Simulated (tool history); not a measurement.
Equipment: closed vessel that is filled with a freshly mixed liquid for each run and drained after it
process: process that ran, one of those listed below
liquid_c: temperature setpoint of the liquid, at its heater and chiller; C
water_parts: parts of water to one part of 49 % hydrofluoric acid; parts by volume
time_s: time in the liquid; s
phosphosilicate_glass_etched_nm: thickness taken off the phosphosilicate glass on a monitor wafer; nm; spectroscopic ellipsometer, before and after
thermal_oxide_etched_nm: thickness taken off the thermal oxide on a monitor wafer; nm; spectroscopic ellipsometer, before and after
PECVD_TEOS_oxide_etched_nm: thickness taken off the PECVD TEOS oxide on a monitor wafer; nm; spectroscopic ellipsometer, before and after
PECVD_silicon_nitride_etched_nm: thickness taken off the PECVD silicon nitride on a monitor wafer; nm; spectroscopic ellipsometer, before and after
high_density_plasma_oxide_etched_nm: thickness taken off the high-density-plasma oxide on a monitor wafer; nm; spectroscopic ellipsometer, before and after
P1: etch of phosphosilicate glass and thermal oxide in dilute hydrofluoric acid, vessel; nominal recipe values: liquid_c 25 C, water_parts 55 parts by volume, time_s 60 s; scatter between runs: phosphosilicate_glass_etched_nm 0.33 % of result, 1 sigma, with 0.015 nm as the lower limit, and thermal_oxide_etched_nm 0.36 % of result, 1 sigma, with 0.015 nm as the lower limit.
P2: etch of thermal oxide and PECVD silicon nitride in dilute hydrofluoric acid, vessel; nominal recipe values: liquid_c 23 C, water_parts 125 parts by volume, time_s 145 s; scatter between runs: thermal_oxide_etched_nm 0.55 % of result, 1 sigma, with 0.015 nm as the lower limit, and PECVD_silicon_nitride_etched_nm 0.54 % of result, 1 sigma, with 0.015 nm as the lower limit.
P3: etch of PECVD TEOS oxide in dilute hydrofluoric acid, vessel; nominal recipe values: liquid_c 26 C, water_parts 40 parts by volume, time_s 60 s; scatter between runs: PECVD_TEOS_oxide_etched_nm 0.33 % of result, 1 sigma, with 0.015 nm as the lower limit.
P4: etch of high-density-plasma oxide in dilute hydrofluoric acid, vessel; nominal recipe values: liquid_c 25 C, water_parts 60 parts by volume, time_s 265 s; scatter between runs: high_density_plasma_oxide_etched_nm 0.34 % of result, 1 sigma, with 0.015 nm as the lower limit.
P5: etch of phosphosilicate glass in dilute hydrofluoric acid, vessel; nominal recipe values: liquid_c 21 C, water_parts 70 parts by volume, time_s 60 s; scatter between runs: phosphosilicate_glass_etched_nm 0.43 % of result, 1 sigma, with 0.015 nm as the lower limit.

| run | hour | process | liquid_c | water_parts | time_s | hours since the thermometer was replaced | hours since the hydrofluoric acid flow meter was replaced | phosphosilicate_glass_etched_nm | thermal_oxide_etched_nm | PECVD_TEOS_oxide_etched_nm | PECVD_silicon_nitride_etched_nm | high_density_plasma_oxide_etched_nm |
|---|---|---|---|---|---|---|---|---|---|---|---|---|
| 1 | 8.2 | P1 | 25 | 55 | 60 | 289.2 | 1688.3 | 105.82 | 5.8658 |  |  |  |
| 2 | 21 | P3 | 26 | 70 | 60 | 302 | 1701.1 |  |  | 11.802 |  |  |
| 3 | 29.5 | P5 | 21 | 70 | 110 | 310.5 | 1709.6 | 171 |  |  |  |  |
| 4 | 38.9 | P2 | 23 | 125 | 145 | 319.9 | 1719 |  | 4.643 |  | 4.492 |  |
| 5 | 51.8 | P1 | 32 | 55 | 30 | 332.8 | 1731.9 | 69.543 | 3.8704 |  |  |  |
| 6 | 60.9 | P1 | 19 | 55 | 60 | 341.9 | 1741 | 82.575 | 4.5945 |  |  |  |
| 7 | 74.7 | P1 | 31 | 55 | 60 | 355.7 | 1754.8 | 134.37 | 7.3913 |  |  |  |
| 8 | 82.2 | P1 | 25 | 55 | 60 | 363.2 | 1762.3 | 105.65 | 5.8382 |  |  |  |
| 9 | 90.4 | P1 | 25 | 20 | 60 | 371.4 | 1770.5 | 305.36 | 16.962 |  |  |  |
| 10 | 99.7 | P1 | 25 | 55 | 30 | 380.7 | 1779.8 | 53.165 | 2.9044 |  |  |  |
| 11 | 112.5 | P1 | 25 | 55 | 60 | 393.5 | 1792.6 | 106.34 | 5.8982 |  |  |  |
| 12 | 121.9 | P5 | 25.5 | 70 | 60 | 402.9 | 1802 | 112.74 |  |  |  |  |
| 13 | 129 | P3 | 33.5 | 40 | 60 | 410 | 1809.1 |  |  | 28.878 |  |  |
| 14 | 138.6 | P1 | 25 | 55 | 90 | 419.6 | 1818.7 | 159.36 | 8.8147 |  |  |  |
| 15 | 148.6 | P1 | 25 | 55 | 60 | 429.6 | 1828.7 | 105.77 | 5.8612 |  |  |  |
| 16 | 157.8 | P4 | 18.5 | 60 | 265 | 438.8 | 1837.9 |  |  |  |  | 26.332 |
| 17 | 165.9 | P5 | 21 | 70 | 60 | 446.9 | 1846 | 94.367 |  |  |  |  |
| 18 | 180.3 | P1 | 25 | 85 | 60 | 461.3 | 1860.4 | 66.2 | 3.6513 |  |  |  |
| 19 | 187.8 | P3 | 26 | 40 | 60 | 468.8 | 1867.9 |  |  | 21.403 |  |  |
| 20 | 202.2 | P1 | 25 | 55 | 60 | 483.2 | 1882.3 | 105.96 | 5.8729 |  |  |  |
| 21 | 210.3 | P4 | 25 | 60 | 265 | 491.3 | 1890.4 |  |  |  |  | 34.445 |
| 22 | 220.1 | P2 | 23 | 125 | 245 | 501.1 | 1900.2 |  | 7.8577 |  | 7.5641 |  |
| 23 | 231.3 | P1 | 17 | 25 | 60 | 512.3 | 1911.4 | 171.61 | 9.5027 |  |  |  |
| 24 | 242.2 | P5 | 21 | 25 | 60 | 523.2 | 1922.3 | 278.85 |  |  |  |  |
| 25 | 255.2 | P3 | 26 | 40 | 110 | 536.2 | 1935.3 |  |  | 39.455 |  |  |
| 26 | 263.7 | P2 | 23 | 170 | 145 | 544.7 | 1943.8 |  | 3.2635 |  | 3.3413 |  |
| 27 | 273.9 | P3 | 26 | 40 | 60 | 554.9 | 1954 |  |  | 21.496 |  |  |
| 28 | 284.2 | P2 | 18 | 125 | 145 | 565.2 | 1964.3 |  | 3.7596 |  | 3.1914 |  |
| 29 | 294.5 | P4 | 25 | 60 | 525 | 575.5 | 1974.6 |  |  |  |  | 68.593 |
| 30 | 304.7 | P4 | 25 | 30 | 265 | 585.7 | 1984.8 |  |  |  |  | 71.968 |
| 31 | 317.9 | P1 | 25 | 55 | 60 | 598.9 | 1998 | 106.61 | 5.8362 |  |  |  |
| 32 | 331 | P1 | 25 | 55 | 60 | 612 | 2011.1 | 102.31 | 5.64 |  |  |  |
| 33 | 344.7 | P1 | 25 | 55 | 60 | 625.7 | 2024.8 | 99.609 | 5.5409 |  |  |  |
| 34 | 354.7 | P1 | 25 | 55 | 60 | 635.7 | 2034.8 | 97.956 | 5.5131 |  |  |  |
| 35 | 365.4 | P1 | 25 | 55 | 60 | 646.4 | 2045.5 | 98.498 | 5.4266 |  |  |  |
| 36 | 373.1 | P1 | 25 | 55 | 60 | 654.1 | 2053.2 | 96.944 | 5.3842 |  |  |  |
| 37 | 379.4 | P1 | 25 | 55 | 60 | 660.4 | 2059.5 | 97.234 | 5.3659 |  |  |  |
| 38 | 388.2 | P1 | 25 | 55 | 60 | 669.2 | 2068.3 | 96.966 | 5.3653 |  |  |  |
| 39 | 401.8 | P1 | 25 | 55 | 60 | 682.8 | 2081.9 | 96.804 | 5.3951 |  |  |  |
| 40 | 411.9 | P1 | 25 | 55 | 60 | 692.9 | 2092 | 96.975 | 5.3447 |  |  |  |
| 41 | 424.2 | P1 | 25 | 55 | 60 | 705.2 | 2104.3 | 96.176 | 5.3247 |  |  |  |
| 42 | 433 | P1 | 25 | 55 | 60 | 714 | 2113.1 | 96.26 | 5.3218 |  |  |  |

The output of P1 has drifted from where it used to be. Each of the 2 causes below, taken at the size shown beside it, accounts for the log equally well:
A: hydrofluoric acid flow below the setpoint (%) = 8.16
B: liquid colder than its thermometer reads (K) = 2.24
The drift started at roughly hour 317.9.

Of the 4 check runs listed below, each run on one wafer and each result written as a question mark, which would let you distinguish the listed causes because they would give clearly different results?
| check 1 | 441.8 | P4 | 25 | 60 | 265 |  |  |  |  |  |  | ? |
| check 2 | 441.8 | P2 | 23 | 125 | 145 |  |  |  | ? |  | ? |  |
| check 3 | 441.8 | P3 | 26 | 40 | 60 |  |  |  |  | ? |  |  |
| check 4 | 441.8 | P5 | 21 | 70 | 60 |  |  | ? |  |  |  |  |

Outcome of each check run for each possible cause:
| check | result | if A | if B |
|---|---|---|---|
| check 1 | high_density_plasma_oxide_etched_nm | 31.494 | 31.515 |
| check 2 | thermal_oxide_etched_nm | 4.2372 | 4.2753 |
| check 2 | PECVD_silicon_nitride_etched_nm | 4.1104 | 3.8526 |
| check 3 | PECVD_TEOS_oxide_etched_nm | 19.658 | 19.613 |
| check 4 | phosphosilicate_glass_etched_nm | 85.745 | 85.626 |
Distance between the nearest two causes, measured in the result of the check that separates them most: check 1 0.07 %; check 2 6.48 %; check 3 0.23 %; check 4 0.14 %
The other checks would show nearly matching results whichever cause is true, so check 2 is the only one that separates the causes.

Check 2 was carried out, with these results: thermal_oxide_etched_nm 4.3014 nm; PECVD_silicon_nitride_etched_nm 3.8654 nm. Which of the listed causes is responsible?

The cause is B: liquid colder than its thermometer reads (K).

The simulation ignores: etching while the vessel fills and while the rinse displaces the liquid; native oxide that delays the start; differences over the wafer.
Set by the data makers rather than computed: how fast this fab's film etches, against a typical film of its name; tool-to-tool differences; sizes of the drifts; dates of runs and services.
